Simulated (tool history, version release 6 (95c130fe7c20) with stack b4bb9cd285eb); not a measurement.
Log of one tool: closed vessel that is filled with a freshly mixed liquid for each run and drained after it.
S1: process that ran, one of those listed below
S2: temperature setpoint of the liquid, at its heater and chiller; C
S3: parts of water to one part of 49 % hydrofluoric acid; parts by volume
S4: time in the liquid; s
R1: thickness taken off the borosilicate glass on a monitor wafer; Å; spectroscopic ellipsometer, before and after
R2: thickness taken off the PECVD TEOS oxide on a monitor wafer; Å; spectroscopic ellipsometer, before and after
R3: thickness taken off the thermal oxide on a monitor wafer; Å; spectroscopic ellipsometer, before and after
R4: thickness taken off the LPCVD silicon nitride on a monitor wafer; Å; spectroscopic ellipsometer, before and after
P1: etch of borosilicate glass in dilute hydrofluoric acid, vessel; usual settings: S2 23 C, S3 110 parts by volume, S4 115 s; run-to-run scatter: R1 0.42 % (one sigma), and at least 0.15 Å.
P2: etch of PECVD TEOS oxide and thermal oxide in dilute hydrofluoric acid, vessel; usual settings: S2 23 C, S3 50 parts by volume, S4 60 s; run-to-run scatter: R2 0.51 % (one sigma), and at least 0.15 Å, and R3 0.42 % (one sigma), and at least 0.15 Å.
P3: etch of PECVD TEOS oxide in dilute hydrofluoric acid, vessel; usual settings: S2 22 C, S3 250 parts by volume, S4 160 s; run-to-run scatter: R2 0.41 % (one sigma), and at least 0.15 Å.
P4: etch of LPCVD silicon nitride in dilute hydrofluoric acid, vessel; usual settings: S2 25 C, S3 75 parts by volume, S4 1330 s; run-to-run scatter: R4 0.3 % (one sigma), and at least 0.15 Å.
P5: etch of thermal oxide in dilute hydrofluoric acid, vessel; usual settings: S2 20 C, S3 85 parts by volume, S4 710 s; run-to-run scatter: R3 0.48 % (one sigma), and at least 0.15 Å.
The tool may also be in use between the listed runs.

| run | hour | S1 | S2 | S3 | S4 | R1 | R2 | R3 | R4 |
|---|---|---|---|---|---|---|---|---|---|
| 1 | 8 | P1 | 23 | 110 | 115 | 252.11 |  |  |  |
| 2 | 21.1 | P2 | 23 | 50 | 110 |  | 320.57 | 100.62 |  |
| 3 | 35.4 | P3 | 22 | 250 | 245 |  | 109.74 |  |  |
| 4 | 46.3 | P2 | 23 | 80 | 60 |  | 104.81 | 33.223 |  |
| 5 | 62.7 | P5 | 20 | 85 | 710 |  |  | 333.81 |  |
| 6 | 78.4 | P3 | 29.5 | 250 | 160 |  | 93.488 |  |  |
| 7 | 91.6 | P1 | 23 | 175 | 115 | 147.67 |  |  |  |
| 8 | 104.6 | P1 | 23 | 20 | 115 | 1564 |  |  |  |
| 9 | 120.4 | P4 | 25 | 75 | 1330 |  |  |  | 93.316 |
| 10 | 130.5 | P4 | 25 | 105 | 1330 |  |  |  | 67.124 |
| 11 | 141.1 | P3 | 22 | 250 | 160 |  | 72.03 |  |  |
| 12 | 149 | P1 | 23 | 110 | 115 | 252.6 |  |  |  |
| 13 | 160.1 | P3 | 22 | 70 | 160 |  | 311.92 |  |  |
| 14 | 176.2 | P3 | 22 | 250 | 160 |  | 71.242 |  |  |
| 15 | 184.2 | P1 | 17 | 110 | 115 | 197.99 |  |  |  |
| 16 | 192.2 | P5 | 20 | 85 | 1180 |  |  | 554.05 |  |
| 17 | 207 | P2 | 23 | 50 | 60 |  | 174.93 | 54.344 |  |
| 18 | 216.6 | P5 | 17 | 85 | 710 |  |  | 296.82 |  |
| 19 | 231.7 | P1 | 23 | 110 | 115 | 252.19 |  |  |  |
| 20 | 249.6 | P4 | 25 | 75 | 435 |  |  |  | 30.642 |
| 21 | 259.1 | P1 | 28 | 110 | 115 | 307.01 |  |  |  |
| 22 | 269.3 | P5 | 20 | 20 | 710 |  |  | 1540 |  |
| 23 | 283.7 | P2 | 17.5 | 50 | 60 |  | 138.29 | 42.836 |  |
| 24 | 298.4 | P1 | 23 | 110 | 115 | 253.55 |  |  |  |

Run 25 comes next. What will it give?
| 25 | 314.7 | P1 | 17 | 170 | 115 | ? |  |  |  |

{"run 25": {"R1": 120.51}}

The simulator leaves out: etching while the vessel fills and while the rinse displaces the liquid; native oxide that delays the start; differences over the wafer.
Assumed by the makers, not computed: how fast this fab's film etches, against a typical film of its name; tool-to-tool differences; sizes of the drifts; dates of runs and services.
